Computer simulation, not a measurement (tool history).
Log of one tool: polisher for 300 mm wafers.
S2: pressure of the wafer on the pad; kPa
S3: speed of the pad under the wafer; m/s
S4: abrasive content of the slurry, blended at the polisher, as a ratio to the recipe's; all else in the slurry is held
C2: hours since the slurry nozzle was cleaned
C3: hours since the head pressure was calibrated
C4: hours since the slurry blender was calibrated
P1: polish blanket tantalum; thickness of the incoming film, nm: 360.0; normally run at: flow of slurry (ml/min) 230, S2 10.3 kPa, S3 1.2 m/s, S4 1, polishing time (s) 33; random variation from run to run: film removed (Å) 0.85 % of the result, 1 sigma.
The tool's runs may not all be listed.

Run 1, hour 5.4: flow of slurry (ml/min) 230, S2 10.3 kPa, S3 1.2 m/s, S4 1, polishing time (s) 33; wafers polished on this pad 417; C2 139.1; C3 802.3; C4 147. Result: film removed (Å) 490.52.
Run 2, hour 10.4: flow of slurry (ml/min) 230, S2 10.3 kPa, S3 1.2 m/s, S4 1, polishing time (s) 16; wafers polished on this pad 466; C2 144.1; C3 807.3; C4 152. Result: film removed (Å) 240.17.
Run 3, hour 16.6: flow of slurry (ml/min) 230, S2 10.3 kPa, S3 1.2 m/s, S4 1, polishing time (s) 33; wafers polished on this pad 527; C2 150.3; C3 813.5; C4 158.2. Result: film removed (Å) 491.93.
At hour 17.9: slurry blender recalibrated.
Run 4, hour 20.8: flow of slurry (ml/min) 230, S2 10.3 kPa, S3 1.2 m/s, S4 0.6, polishing time (s) 33; wafers polished on this pad 569; C2 154.5; C3 817.7; C4 2.9. Result: film removed (Å) 417.45.
Run 5, hour 24.6: flow of slurry (ml/min) 230, S2 5.5 kPa, S3 1.2 m/s, S4 1, polishing time (s) 33; wafers polished on this pad 606; C2 158.3; C3 821.5; C4 6.7. Result: film removed (Å) 266.24.
Run 6, hour 28.7: flow of slurry (ml/min) 230, S2 10.3 kPa, S3 1.2 m/s, S4 1, polishing time (s) 50; wafers polished on this pad 646; C2 162.4; C3 825.6; C4 10.8. Result: film removed (Å) 749.11.
Run 7, hour 35.7: flow of slurry (ml/min) 230, S2 10.3 kPa, S3 1.2 m/s, S4 1, polishing time (s) 33; wafers polished on this pad 715; C2 169.4; C3 832.6; C4 17.8. Result: film removed (Å) 494.19.
At hour 37.7: worn pad replaced by a new one.
Run 8, hour 40.1: flow of slurry (ml/min) 230, S2 10.3 kPa, S3 1.2 m/s, S4 1, polishing time (s) 33; wafers polished on this pad 24; C2 173.8; C3 837; C4 22.2. Result: film removed (Å) 494.02.
Run 9, hour 44.2: flow of slurry (ml/min) 140, S2 10.3 kPa, S3 1.2 m/s, S4 1, polishing time (s) 33; wafers polished on this pad 64; C2 177.9; C3 841.1; C4 26.3. Result: film removed (Å) 462.89.
Run 10, hour 47.9: flow of slurry (ml/min) 230, S2 10.3 kPa, S3 1.2 m/s, S4 1.25, polishing time (s) 33; wafers polished on this pad 100; C2 181.6; C3 844.8; C4 30. Result: film removed (Å) 521.11.
Run 11, hour 53: flow of slurry (ml/min) 230, S2 10.3 kPa, S3 1.2 m/s, S4 1, polishing time (s) 33; wafers polished on this pad 151; C2 186.7; C3 849.9; C4 35.1. Result: film removed (Å) 490.37.
Run 12, hour 58.3: flow of slurry (ml/min) 230, S2 15.9 kPa, S3 1.2 m/s, S4 1, polishing time (s) 33; wafers polished on this pad 203; C2 192; C3 855.2; C4 40.4. Result: film removed (Å) 752.63.
Run 13, hour 65.3: flow of slurry (ml/min) 230, S2 14.5 kPa, S3 1.2 m/s, S4 1, polishing time (s) 48; wafers polished on this pad 272; C2 199; C3 862.2; C4 47.4. Result: film removed (Å) 998.33.
Run 14, hour 70.2: flow of slurry (ml/min) 230, S2 10.3 kPa, S3 0.7 m/s, S4 1, polishing time (s) 33; wafers polished on this pad 320; C2 203.9; C3 867.1; C4 52.3. Result: film removed (Å) 286.37.
Run 15, hour 75.2: flow of slurry (ml/min) 230, S2 10.3 kPa, S3 1.6 m/s, S4 1, polishing time (s) 33; wafers polished on this pad 369; C2 208.9; C3 872.1; C4 57.3. Result: film removed (Å) 666.72.
Run 16, hour 80.7: flow of slurry (ml/min) 230, S2 10.3 kPa, S3 1.2 m/s, S4 1, polishing time (s) 33; wafers polished on this pad 423; C2 214.4; C3 877.6; C4 62.8. Result: film removed (Å) 491.73.
Run 17, hour 85.5: flow of slurry (ml/min) 320, S2 10.3 kPa, S3 1.2 m/s, S4 1, polishing time (s) 33; wafers polished on this pad 470; C2 219.2; C3 882.4; C4 67.6. Result: film removed (Å) 516.33.
Run 18, hour 91.2: flow of slurry (ml/min) 230, S2 10.3 kPa, S3 1.2 m/s, S4 1, polishing time (s) 33; wafers polished on this pad 526; C2 224.9; C3 888.1; C4 73.3. Result: film removed (Å) 488.5.
Run 19, hour 95.2: flow of slurry (ml/min) 230, S2 10.3 kPa, S3 1.2 m/s, S4 1, polishing time (s) 33; wafers polished on this pad 566; C2 228.9; C3 892.1; C4 77.3. Result: film removed (Å) 479.25.
Run 20, hour 101.6: flow of slurry (ml/min) 230, S2 10.3 kPa, S3 1.2 m/s, S4 1, polishing time (s) 33; wafers polished on this pad 629; C2 235.3; C3 898.5; C4 83.7. Result: film removed (Å) 459.92.
At hour 106.3: slurry nozzle cleaned.
Run 21, hour 108.1: flow of slurry (ml/min) 230, S2 10.3 kPa, S3 1.2 m/s, S4 1, polishing time (s) 33; wafers polished on this pad 693; C2 1.9; C3 905; C4 90.2. Result: film removed (Å) 446.61.
Run 22, hour 112.6: flow of slurry (ml/min) 230, S2 10.3 kPa, S3 1.2 m/s, S4 1, polishing time (s) 33; wafers polished on this pad 737; C2 6.4; C3 909.5; C4 94.7. Result: film removed (Å) 439.84.
Run 23, hour 116.7: flow of slurry (ml/min) 230, S2 10.3 kPa, S3 1.2 m/s, S4 1, polishing time (s) 33; wafers polished on this pad 777; C2 10.5; C3 913.6; C4 98.8. Result: film removed (Å) 440.26.
At hour 118.4: worn pad replaced by a new one.
Run 24, hour 123.5: flow of slurry (ml/min) 230, S2 10.3 kPa, S3 1.2 m/s, S4 1, polishing time (s) 33; wafers polished on this pad 50; C2 17.3; C3 920.4; C4 105.6. Result: film removed (Å) 436.73.
Run 25, hour 127.6: flow of slurry (ml/min) 230, S2 10.3 kPa, S3 1.2 m/s, S4 1, polishing time (s) 33; wafers polished on this pad 90; C2 21.4; C3 924.5; C4 109.7. Result: film removed (Å) 431.53.

What P1 gives has crept away from where it was. These 2 causes fit the log equally well, each at the size given:
A: head's pressure below its setpoint, % = 11.7
B: abrasive missing from the slurry, % = 31.6
The creep began at about hour 91.2.
Why every other cause is out:
removal rate lost through wear of the pad, %: serviced at hour 118.4, which brought nothing back
slurry flow missing at the pad, %: serviced at hour 106.3, which brought nothing back

4 check runs are offered, each on 2 wafers whose results are averaged, their results left as question marks. Which one tells the causes apart?
Run check 1, hour 131.7: flow of slurry (ml/min) 165, S2 10.3 kPa, S3 1.2 m/s, S4 1, polishing time (s) 33. Result: film removed (Å) ?.
Run check 2, hour 131.7: flow of slurry (ml/min) 230, S2 14.5 kPa, S3 1.2 m/s, S4 1, polishing time (s) 49. Result: film removed (Å) ?.
Run check 3, hour 131.7: flow of slurry (ml/min) 230, S2 10.3 kPa, S3 1.52 m/s, S4 1, polishing time (s) 48. Result: film removed (Å) ?.
Run check 4, hour 131.7: flow of slurry (ml/min) 230, S2 10.3 kPa, S3 1.2 m/s, S4 0.6, polishing time (s) 33. Result: film removed (Å) ?.

What each check would give under each cause:
  check            result    if A    if B
check 1  film removed (Å)  416.79  416.98
check 2  film removed (Å)  906.33  906.74
check 3  film removed (Å)  803.28  803.64
check 4  film removed (Å)  366.23  350.07
How far apart the two closest causes lie, in the result that separates them most: check 1 0.04 %; check 2 0.04 %; check 3 0.04 %; check 4 4.51 %
Only check 4 tells the causes apart: in the others they would give nearly the same result.

Then check 4 was run and gave: film removed (Å) 349.26. Which cause is it?

It is B: abrasive missing from the slurry, %.
